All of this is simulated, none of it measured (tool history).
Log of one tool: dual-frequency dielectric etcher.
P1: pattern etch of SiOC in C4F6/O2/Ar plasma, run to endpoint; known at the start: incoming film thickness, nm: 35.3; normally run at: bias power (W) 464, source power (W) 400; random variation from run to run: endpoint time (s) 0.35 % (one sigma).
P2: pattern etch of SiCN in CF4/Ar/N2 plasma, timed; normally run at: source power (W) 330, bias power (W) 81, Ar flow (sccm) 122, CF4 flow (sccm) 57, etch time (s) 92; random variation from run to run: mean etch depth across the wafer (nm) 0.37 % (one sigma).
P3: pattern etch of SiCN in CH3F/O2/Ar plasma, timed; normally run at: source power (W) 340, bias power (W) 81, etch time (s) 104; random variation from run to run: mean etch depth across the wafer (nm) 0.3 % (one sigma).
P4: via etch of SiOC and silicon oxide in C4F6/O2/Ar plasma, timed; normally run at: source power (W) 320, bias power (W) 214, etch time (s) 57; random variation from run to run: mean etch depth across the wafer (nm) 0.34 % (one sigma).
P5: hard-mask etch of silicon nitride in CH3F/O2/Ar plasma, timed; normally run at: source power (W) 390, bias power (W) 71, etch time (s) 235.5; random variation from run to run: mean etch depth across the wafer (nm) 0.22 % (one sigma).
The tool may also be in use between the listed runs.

run    day  process that ran  bias power (W)  source power (W)  etch time (s)  Ar flow (sccm)  CF4 flow (sccm)  endpoint time (s)  mean etch depth across the wafer (nm)
  1  0.312                P1             464               400                                                             12.321
  2  0.588                P5              71               390          235.5                                                                                     161.87
  3  0.875                P5              71               530          235.5                                                                                     182.63
  4  1.275                P3              81               340            104                                                                                     38.214
     1.462  -- wet clean of the chamber
  5    1.5                P2              81               430             92             122               57                                                    76.647
  6  1.838                P1             464               400                                                             12.354
  7  2.171                P1             464               400                                                             12.312
  8  2.538                P2              81               330             92             122               57                                                    60.836
  9   2.75                P4             214               320             57                                                                                     63.181
 10  2.938                P1             380               400                                                              13.21
 11  3.142                P2              81               330             92             122               81                                                    64.381
 12  3.354                P4             214               210             57                                                                                     53.959
 13  3.704                P2              81               330             92             122               57                                                    60.929
 14  4.067                P3              81               470            104                                                                                     43.141
 15  4.275                P5              71               390          235.5                                                                                     162.69
 16  4.679                P1             464               400                                                             12.331
 17  5.004                P2              56               330             92             122               57                                                    52.971
 18  5.217                P3              81               340            104                                                                                       38.3
     5.362  -- bias power generator calibrated
 19  5.625                P5              49               390          235.5                                                                                     143.88
 20  5.838                P1             464               400                                                             12.332
 21  6.112                P2              81               330          131.5             122               57                                                    87.393
 22  6.329                P1             464               400                                                             12.325
 23  6.696                P4             214               320             43                                                                                     47.632
 24  6.996                P1             555               470                                                             10.838
 25  7.296                P2              81               330             92              84               57                                                    64.364
 26  7.533                P3              53               340            104                                                                                      32.84
 27  7.867                P1             578               400                                                             11.277
 28  8.262                P1             464               400                                                             12.325

Forecast run 29:
 29  8.479                P1             464               520                                                                  ?

Run 29 gave endpoint time (s) 11.152.
